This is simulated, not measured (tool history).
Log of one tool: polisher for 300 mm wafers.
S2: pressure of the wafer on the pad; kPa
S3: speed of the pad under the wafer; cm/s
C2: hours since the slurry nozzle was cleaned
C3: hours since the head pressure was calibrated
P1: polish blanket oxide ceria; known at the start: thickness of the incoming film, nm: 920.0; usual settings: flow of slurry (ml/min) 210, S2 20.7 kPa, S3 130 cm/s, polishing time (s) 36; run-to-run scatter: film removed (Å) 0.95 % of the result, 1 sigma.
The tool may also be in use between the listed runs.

run 1 hour=9.7 | flow_of_slurry_(ml/min)=210 S2=20.7 S3=130 polishing_time_(s)=36 | wafers_polished_on_this_pad=807 C2=420.3 C3=528.6 | film_removed_(Å)=2248.9
run 2 hour=18.7 | flow_of_slurry_(ml/min)=210 S2=20.7 S3=130 polishing_time_(s)=36 | wafers_polished_on_this_pad=883 C2=429.3 C3=537.6 | film_removed_(Å)=2261
run 3 hour=24.8 | flow_of_slurry_(ml/min)=210 S2=20.7 S3=130 polishing_time_(s)=36 | wafers_polished_on_this_pad=934 C2=435.4 C3=543.7 | film_removed_(Å)=2281.2
run 4 hour=31.9 | flow_of_slurry_(ml/min)=210 S2=20.7 S3=130 polishing_time_(s)=53 | wafers_polished_on_this_pad=994 C2=442.5 C3=550.8 | film_removed_(Å)=3312.4
run 5 hour=37.7 | flow_of_slurry_(ml/min)=125 S2=20.7 S3=130 polishing_time_(s)=36 | wafers_polished_on_this_pad=1043 C2=448.3 C3=556.6 | film_removed_(Å)=2049.9
run 6 hour=46.7 | flow_of_slurry_(ml/min)=290 S2=20.7 S3=130 polishing_time_(s)=46 | wafers_polished_on_this_pad=1119 C2=457.3 C3=565.6 | film_removed_(Å)=3024.9
run 7 hour=53.3 | flow_of_slurry_(ml/min)=210 S2=20.7 S3=130 polishing_time_(s)=26 | wafers_polished_on_this_pad=1175 C2=463.9 C3=572.2 | film_removed_(Å)=1610.5
run 8 hour=59 | flow_of_slurry_(ml/min)=210 S2=20.7 S3=130 polishing_time_(s)=36 | wafers_polished_on_this_pad=1223 C2=469.6 C3=577.9 | film_removed_(Å)=2239.9
run 9 hour=67.7 | flow_of_slurry_(ml/min)=210 S2=20.7 S3=130 polishing_time_(s)=36 | wafers_polished_on_this_pad=1296 C2=478.3 C3=586.6 | film_removed_(Å)=2240.3
run 10 hour=77.4 | flow_of_slurry_(ml/min)=210 S2=20.7 S3=130 polishing_time_(s)=36 | wafers_polished_on_this_pad=1378 C2=488 C3=596.3 | film_removed_(Å)=2263.3
run 11 hour=84.7 | flow_of_slurry_(ml/min)=210 S2=11 S3=130 polishing_time_(s)=36 | wafers_polished_on_this_pad=1440 C2=495.3 C3=603.6 | film_removed_(Å)=1212.9
run 12 hour=89.7 | flow_of_slurry_(ml/min)=210 S2=32.4 S3=130 polishing_time_(s)=36 | wafers_polished_on_this_pad=1482 C2=500.3 C3=608.6 | film_removed_(Å)=3548.4
run 13 hour=98.8 | flow_of_slurry_(ml/min)=325 S2=20.7 S3=130 polishing_time_(s)=52 | wafers_polished_on_this_pad=1559 C2=509.4 C3=617.7 | film_removed_(Å)=3424.4
run 14 hour=104.6 | flow_of_slurry_(ml/min)=290 S2=20.7 S3=130 polishing_time_(s)=36 | wafers_polished_on_this_pad=1608 C2=515.2 C3=623.5 | film_removed_(Å)=2328.6
run 15 hour=111.7 | flow_of_slurry_(ml/min)=210 S2=20.7 S3=60 polishing_time_(s)=36 | wafers_polished_on_this_pad=1667 C2=522.3 C3=630.6 | film_removed_(Å)=1031.3
run 16 hour=117.1 | flow_of_slurry_(ml/min)=210 S2=20.7 S3=130 polishing_time_(s)=36 | wafers_polished_on_this_pad=1713 C2=527.7 C3=636 | film_removed_(Å)=2262
run 17 hour=124.7 | flow_of_slurry_(ml/min)=210 S2=20.7 S3=176 polishing_time_(s)=36 | wafers_polished_on_this_pad=1777 C2=535.3 C3=643.6 | film_removed_(Å)=3044.4
run 18 hour=133.7 | flow_of_slurry_(ml/min)=210 S2=20.7 S3=130 polishing_time_(s)=36 | wafers_polished_on_this_pad=1853 C2=544.3 C3=652.6 | film_removed_(Å)=2279.2
run 19 hour=144 | flow_of_slurry_(ml/min)=210 S2=20.7 S3=130 polishing_time_(s)=36 | wafers_polished_on_this_pad=1940 C2=554.6 C3=662.9 | film_removed_(Å)=2238.7

Run 20 comes next. What will it give?
run 20 hour=155.2 | flow_of_slurry_(ml/min)=210 S2=20.7 S3=130 polishing_time_(s)=36 | wafers_polished_on_this_pad=2034 C2=565.8 C3=674.1 | film_removed_(Å)=?

Run 20 gave film removed (Å) 2170.8.
